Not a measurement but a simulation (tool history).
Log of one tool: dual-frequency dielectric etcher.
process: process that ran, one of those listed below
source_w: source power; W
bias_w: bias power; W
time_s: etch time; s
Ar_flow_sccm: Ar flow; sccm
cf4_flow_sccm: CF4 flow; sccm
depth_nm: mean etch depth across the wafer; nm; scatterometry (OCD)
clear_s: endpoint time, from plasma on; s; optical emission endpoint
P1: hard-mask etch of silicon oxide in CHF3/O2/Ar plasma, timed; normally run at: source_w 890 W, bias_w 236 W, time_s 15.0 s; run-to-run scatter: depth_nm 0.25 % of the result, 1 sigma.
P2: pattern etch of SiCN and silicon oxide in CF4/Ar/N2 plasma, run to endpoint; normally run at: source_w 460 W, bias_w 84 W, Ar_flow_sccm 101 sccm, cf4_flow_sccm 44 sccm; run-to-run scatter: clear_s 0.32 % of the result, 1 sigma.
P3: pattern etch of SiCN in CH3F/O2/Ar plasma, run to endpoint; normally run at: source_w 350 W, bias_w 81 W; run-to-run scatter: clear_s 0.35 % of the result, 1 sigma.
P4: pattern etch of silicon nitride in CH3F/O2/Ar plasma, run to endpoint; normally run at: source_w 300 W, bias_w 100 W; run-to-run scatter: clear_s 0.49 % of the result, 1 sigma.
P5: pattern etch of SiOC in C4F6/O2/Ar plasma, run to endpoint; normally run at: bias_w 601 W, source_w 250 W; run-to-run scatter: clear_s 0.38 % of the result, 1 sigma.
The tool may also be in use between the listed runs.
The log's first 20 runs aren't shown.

{"run": 21, "day": 11.033, "process": "P3", "source_w": 350, "bias_w": 112, "clear_s": 18.263}
{"run": 22, "day": 11.517, "process": "P1", "source_w": 890, "bias_w": 236, "time_s": 15.0, "depth_nm": 35.439}
{"run": 23, "day": 12.162, "process": "P1", "source_w": 890, "bias_w": 236, "time_s": 15.0, "depth_nm": 35.407}
{"run": 24, "day": 12.525, "process": "P4", "source_w": 360, "bias_w": 100, "clear_s": 64.386}
{"run": 25, "day": 13.258, "process": "P5", "source_w": 250, "bias_w": 769, "clear_s": 16.807}
{"run": 26, "day": 13.621, "process": "P1", "source_w": 890, "bias_w": 148, "time_s": 12.0, "depth_nm": 24.347}
{"run": 27, "day": 14.308, "process": "P1", "source_w": 890, "bias_w": 236, "time_s": 15.0, "depth_nm": 35.466}
{"run": 28, "day": 15.021, "process": "P1", "source_w": 890, "bias_w": 236, "time_s": 15.0, "depth_nm": 35.452}
{"run": 29, "day": 15.508, "process": "P1", "source_w": 890, "bias_w": 236, "time_s": 11.5, "depth_nm": 27.305}
{"run": 30, "day": 15.9, "process": "P1", "source_w": 890, "bias_w": 236, "time_s": 15.0, "depth_nm": 35.339}
{"run": 31, "day": 16.517, "process": "P1", "source_w": 890, "bias_w": 236, "time_s": 15.0, "depth_nm": 35.3}
{"run": 32, "day": 17.025, "process": "P1", "source_w": 890, "bias_w": 236, "time_s": 15.0, "depth_nm": 35.025}
{"run": 33, "day": 17.496, "process": "P1", "source_w": 890, "bias_w": 236, "time_s": 15.0, "depth_nm": 34.928}

The next listed run, before its measurement:
{"day": 18.012, "done": "wet clean of the chamber"}
{"run": 34, "day": 18.042, "process": "P1", "source_w": 890, "bias_w": 236, "time_s": 15.0, "depth_nm": "?"}

depth_nm: 34.874 nm

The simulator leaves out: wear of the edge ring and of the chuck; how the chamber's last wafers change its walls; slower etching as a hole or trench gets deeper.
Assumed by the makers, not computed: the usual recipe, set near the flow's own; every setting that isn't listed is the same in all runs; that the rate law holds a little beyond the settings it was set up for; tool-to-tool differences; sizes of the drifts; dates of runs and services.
